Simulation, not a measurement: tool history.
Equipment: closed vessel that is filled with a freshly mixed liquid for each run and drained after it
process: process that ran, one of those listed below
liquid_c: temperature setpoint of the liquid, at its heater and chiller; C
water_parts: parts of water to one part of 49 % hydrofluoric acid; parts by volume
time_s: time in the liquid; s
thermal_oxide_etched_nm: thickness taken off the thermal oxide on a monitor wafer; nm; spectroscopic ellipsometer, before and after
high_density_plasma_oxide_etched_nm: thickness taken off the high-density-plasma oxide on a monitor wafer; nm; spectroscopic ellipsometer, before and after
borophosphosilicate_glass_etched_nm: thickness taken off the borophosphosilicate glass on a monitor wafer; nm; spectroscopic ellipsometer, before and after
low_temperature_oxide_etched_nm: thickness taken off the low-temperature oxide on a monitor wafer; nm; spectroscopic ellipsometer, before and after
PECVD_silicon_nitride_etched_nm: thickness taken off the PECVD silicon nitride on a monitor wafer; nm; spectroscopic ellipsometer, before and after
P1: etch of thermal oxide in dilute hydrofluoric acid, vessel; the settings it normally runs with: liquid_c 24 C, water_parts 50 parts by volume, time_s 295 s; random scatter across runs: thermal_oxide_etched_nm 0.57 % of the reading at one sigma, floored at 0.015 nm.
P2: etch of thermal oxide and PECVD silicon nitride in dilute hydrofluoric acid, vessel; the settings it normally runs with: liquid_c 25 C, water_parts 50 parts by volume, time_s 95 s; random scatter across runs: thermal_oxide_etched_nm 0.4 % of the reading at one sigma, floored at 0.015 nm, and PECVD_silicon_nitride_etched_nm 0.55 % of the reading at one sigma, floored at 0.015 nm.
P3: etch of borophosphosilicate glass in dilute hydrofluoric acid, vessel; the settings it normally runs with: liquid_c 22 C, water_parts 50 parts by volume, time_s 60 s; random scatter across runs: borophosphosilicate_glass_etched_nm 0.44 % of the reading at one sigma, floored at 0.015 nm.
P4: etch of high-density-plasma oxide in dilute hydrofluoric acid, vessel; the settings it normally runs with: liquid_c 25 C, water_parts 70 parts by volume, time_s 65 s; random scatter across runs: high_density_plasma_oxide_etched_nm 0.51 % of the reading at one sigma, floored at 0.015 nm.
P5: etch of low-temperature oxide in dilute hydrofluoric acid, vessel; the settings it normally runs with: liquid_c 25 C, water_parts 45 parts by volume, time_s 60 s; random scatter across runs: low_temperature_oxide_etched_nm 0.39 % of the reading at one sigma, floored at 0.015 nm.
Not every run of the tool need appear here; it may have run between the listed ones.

run,hour,process,liquid_c,water_parts,time_s,hours since the thermometer was replaced,hours since the hydrofluoric acid flow meter was replaced,thermal_oxide_etched_nm,high_density_plasma_oxide_etched_nm,borophosphosilicate_glass_etched_nm,low_temperature_oxide_etched_nm,PECVD_silicon_nitride_etched_nm
1,11.7,P1,24,50,295,145.9,351.6,29.09,,,,
2,20.6,P1,24,50,525,154.8,360.5,51.091,,,,
3,30.8,P1,24,50,295,165,370.7,29.172,,,,
4,44,P1,30,80,295,178.2,383.9,22.161,,,,
5,55.5,P4,25,70,125,189.7,395.4,,22.293,,,
6,66.6,P1,24,20,515,200.8,406.5,131.27,,,,
7,78.9,P1,24,50,295,213.1,418.8,29.359,,,,
8,88.4,P3,22,75,60,222.6,428.3,,,35.057,,
9,95.1,P4,25,70,65,229.3,435,,11.652,,,
10,102.4,P3,29,50,60,236.6,442.3,,,71.621,,
11,111.2,P5,33,45,60,245.4,451.1,,,,43.643,
12,123.4,P1,17,50,295,257.6,463.3,21.508,,,,
13,134.8,P4,17,70,65,269,474.7,,8.1986,,,
14,148.2,P4,25,95,65,282.4,488.1,,8.2398,,,
# hour 154.8: hydrofluoric acid flow meter replaced
15,159.3,P2,25,50,160,293.5,4.5,16.889,,,,6.9926
16,168.5,P1,24,50,295,302.7,13.7,29.097,,,,
17,181.6,P4,25,70,65,315.8,26.8,,11.552,,,
18,193.3,P5,25,45,30,327.5,38.5,,,,15.992,
19,207.6,P1,24,70,295,341.8,52.8,20.339,,,,
20,222.8,P1,31,50,295,357,68,38.202,,,,
21,236.6,P5,25,45,60,370.8,81.8,,,,32.024,
22,243.3,P1,24,20,295,377.5,88.5,75.76,,,,
23,251.8,P2,18.5,50,95,386,97,7.5256,,,,2.6368
# hour 258.7: thermometer replaced
24,261.9,P1,24,50,90,3.3,107.1,8.9005,,,,
25,270.9,P5,25,25,60,12.3,116.1,,,,59.079,
26,281.2,P1,17,20,295,22.6,126.4,55.82,,,,
27,295.4,P2,25,50,95,36.8,140.6,10.004,,,,4.1228
28,310,P3,22,50,30,51.4,155.2,,,27.305,,
29,320.8,P2,25,70,95,62.2,166,6.9872,,,,2.9744
30,329.5,P3,22,50,60,70.9,174.7,,,54.514,,
31,343.2,P1,24,50,295,84.6,188.4,28.785,,,,
32,351.7,P1,24,50,295,93.1,196.9,28.806,,,,
33,359.4,P1,24,50,295,100.8,204.6,29.074,,,,
34,374.5,P1,24,50,295,115.9,219.7,30.459,,,,
35,389.2,P1,24,50,295,130.6,234.4,30.404,,,,
36,403.6,P1,24,50,295,145,248.8,30.735,,,,
37,414.6,P1,24,50,295,156,259.8,31.066,,,,
38,429.5,P1,24,50,295,170.9,274.7,31.29,,,,
39,439.6,P1,24,50,295,181,284.8,31.107,,,,
40,454.7,P1,24,50,295,196.1,299.9,31.458,,,,

The log shows P1 creeping away from where it was. Any of the 2 causes listed here, at the size stated for it, fits the log just as well as the others:
A: liquid hotter than its thermometer reads (K) = 1.82
B: hydrofluoric acid flow above the setpoint (%) = 7.24
The process output started creeping at around hour 359.4.

4 check runs are offered, one wafer each, their results left as question marks. Which one tells the causes apart?
check 1,469.8,P5,25,45,60,,,,,,?,
check 2,469.8,P3,22,50,60,,,,,?,,
check 3,469.8,P4,25,70,65,,,,?,,,
check 4,469.8,P2,25,50,95,,,?,,,,?

What each check would give under each cause:
check,result,if A,if B
check 1,low_temperature_oxide_etched_nm,34.344,34.345
check 2,borophosphosilicate_glass_etched_nm,58.539,58.464
check 3,high_density_plasma_oxide_etched_nm,12.46,12.506
check 4,thermal_oxide_etched_nm,10.751,10.76
check 4,PECVD_silicon_nitride_etched_nm,4.664,4.4257
Per check, the gap between the least separated pair of causes, taken in the result that splits them most: check 1 0 %; check 2 0.13 %; check 3 0.37 %; check 4 5.24 %
Only in check 4 would the causes give clearly different results; in the remaining checks their results would be nearly the same.

Running check 4 produced the following: thermal_oxide_etched_nm 10.712 nm; PECVD_silicon_nitride_etched_nm 4.608 nm. Which one of the listed causes fits?

The cause is A: liquid hotter than its thermometer reads (K).
